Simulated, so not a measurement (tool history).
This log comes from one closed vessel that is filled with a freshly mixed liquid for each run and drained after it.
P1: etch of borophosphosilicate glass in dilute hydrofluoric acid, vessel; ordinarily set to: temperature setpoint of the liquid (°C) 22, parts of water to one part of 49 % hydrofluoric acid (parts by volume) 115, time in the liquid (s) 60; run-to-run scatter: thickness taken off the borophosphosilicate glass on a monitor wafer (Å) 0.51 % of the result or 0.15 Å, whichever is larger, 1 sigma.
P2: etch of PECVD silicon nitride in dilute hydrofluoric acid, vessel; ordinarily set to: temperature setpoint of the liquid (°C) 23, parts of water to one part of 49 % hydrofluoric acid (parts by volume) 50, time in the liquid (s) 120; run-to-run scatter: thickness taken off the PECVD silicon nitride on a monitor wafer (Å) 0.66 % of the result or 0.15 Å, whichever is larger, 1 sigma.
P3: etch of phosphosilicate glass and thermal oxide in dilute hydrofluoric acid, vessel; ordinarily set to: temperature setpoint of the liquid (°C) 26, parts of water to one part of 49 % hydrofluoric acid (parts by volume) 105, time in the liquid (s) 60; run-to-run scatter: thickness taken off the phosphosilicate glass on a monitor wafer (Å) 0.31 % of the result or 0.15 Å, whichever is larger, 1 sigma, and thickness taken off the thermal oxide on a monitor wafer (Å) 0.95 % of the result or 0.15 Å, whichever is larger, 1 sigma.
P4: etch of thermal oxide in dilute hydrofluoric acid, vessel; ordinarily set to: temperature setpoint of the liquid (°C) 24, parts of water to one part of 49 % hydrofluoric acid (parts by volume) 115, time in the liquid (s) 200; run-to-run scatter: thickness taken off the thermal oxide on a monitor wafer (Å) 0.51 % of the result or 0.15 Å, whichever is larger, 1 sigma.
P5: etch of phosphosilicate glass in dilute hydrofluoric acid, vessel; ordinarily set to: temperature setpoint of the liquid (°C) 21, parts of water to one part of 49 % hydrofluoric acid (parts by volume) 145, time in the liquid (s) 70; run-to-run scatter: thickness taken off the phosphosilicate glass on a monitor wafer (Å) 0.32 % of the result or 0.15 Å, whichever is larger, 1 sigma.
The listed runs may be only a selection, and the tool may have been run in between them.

run	hour	process that ran	temperature setpoint of the liquid (°C)	parts of water to one part of 49 % hydrofluoric acid (parts by volume)	time in the liquid (s)	hours since the thermometer was replaced	hours since the hydrofluoric acid flow meter was replaced	thickness taken off the borophosphosilicate glass on a monitor wafer (Å)	thickness taken off the phosphosilicate glass on a monitor wafer (Å)	thickness taken off the thermal oxide on a monitor wafer (Å)	thickness taken off the PECVD silicon nitride on a monitor wafer (Å)
1	5.4	P1	22	115	60	777.1	299.4	313.94			
2	13.2	P1	22	50	60	784.9	307.2	782.84			
3	18.3	P1	18	115	60	790	312.3	265.87			
4	23.8	P3	30.5	105	60	795.5	317.8		424.94	34.671	
5	33.5	P3	26	105	60	805.2	327.5		358	29.055	
6	38.9	P3	26	105	30	810.6	332.9		178.35	14.71	
7	48.9	P2	23	50	120	820.6	342.9				44.618
8	55.9	P4	24	115	200	827.6	349.9			84.881	
9	64.8	P2	17	50	120	836.5	358.8				29.408
10	73	P2	23	50	185	844.7	367				69.654
11	78.1	P1	22	50	30	849.8	372.1	393.54			
12	84.4	P1	22	115	60	856.1	378.4	311.24			
13	95.3	P1	22	160	60	867	389.3	213.59			
14	103.6	P4	24	115	200	875.3	397.6			84.948	
15	112.1	P5	21	145	105	883.8	406.1		516.87		
16	117.5	P4	31	115	200	889.2	411.5			109.59	
17	122.9	P5	17	145	70	894.6	416.9		293.92		
18	128.3	P1	27	185	60	900	422.3	218.23			
19	139.2	P4	24	115	70	910.9	433.2			29.524	
20	147.3	P1	18	115	105	919	441.3	464.7			
21	154.4	P1	22	115	60	926.1	448.4	312.26			
22	160.7	P4	24	25	200	932.4	454.7			434.52	
23	168.7	P1	22	115	95	940.4	462.7	498.05			
24	179.2	P1	27.5	115	60	950.9	473.2	388.23			
25	186.8	P5	21	145	70	958.5	480.8		344.44		
26	195.9	P3	26	45	60	967.6	489.9		902.72	74.197	
27	205.3	P1	22	115	60	977	499.3	314.92			
28	213.5	P1	22	115	60	985.2	507.5	312.38			
29	219.2	P5	21	255	70	990.9	513.2		176.26		
30	225.1	P1	22	115	30	996.8	519.1	155.41			
31	231.7	P2	23	20	120	1003.4	525.7				109.14
32	236.8	P1	22	115	60	1008.5	530.8	313.77			
33	244.9	P1	22	115	60	1016.6	538.9	305.41			
34	254.8	P1	22	115	60	1026.5	548.8	296.25			
35	262.8	P1	22	115	60	1034.5	556.8	291.45			
36	273.5	P1	22	115	60	1045.2	567.5	292.07			
37	283.7	P1	22	115	60	1055.4	577.7	288.22			
38	291.2	P1	22	115	60	1062.9	585.2	290.05			
39	298.5	P1	22	115	60	1070.2	592.5	286.74			
40	309.1	P1	22	115	60	1080.8	603.1	286.1			
41	314	P1	22	115	60	1085.7	608	286.49			
42	320.9	P1	22	115	60	1092.6	614.9	286.75			

P1 has crept away from where it was. The log is fitted equally well by each of these 2 causes, at the sizes shown:
A: hydrofluoric acid flow below the setpoint (%) = 7.75
B: liquid colder than its thermometer reads (K) = 2.28
The process output started creeping at around hour 236.8.

Which of the 4 check runs listed below separates the causes, so that each cause would produce a clearly different result? Each run uses one wafer, and its results are marked with question marks.
check 1	327.8	P2	17	30	120						?
check 2	327.8	P5	18	145	70				?		
check 3	327.8	P4	24	60	200					?	
check 4	327.8	P3	26	55	60				?	?	

Expected result of each check under each candidate cause:
check	result	if A	if B
check 1	thickness taken off the PECVD silicon nitride on a monitor wafer (Å)	44.967	41.211
check 2	thickness taken off the phosphosilicate glass on a monitor wafer (Å)	278.83	278.52
check 3	thickness taken off the thermal oxide on a monitor wafer (Å)	158.8	157.73
check 4	thickness taken off the phosphosilicate glass on a monitor wafer (Å)	666.99	663.14
check 4	thickness taken off the thermal oxide on a monitor wafer (Å)	54.775	54.459
Minimum pairwise separation of causes per check, each pair taken at its best-separating result: check 1 8.72 %; check 2 0.11 %; check 3 0.67 %; check 4 0.58 %
The causes can be told apart only by check 1. The other checks would give nearly the same results under each of them.

After running check 1, the following was obtained: thickness taken off the PECVD silicon nitride on a monitor wafer (Å) 41.093. Which cause does this point to?

B is the cause: liquid colder than its thermometer reads (K).
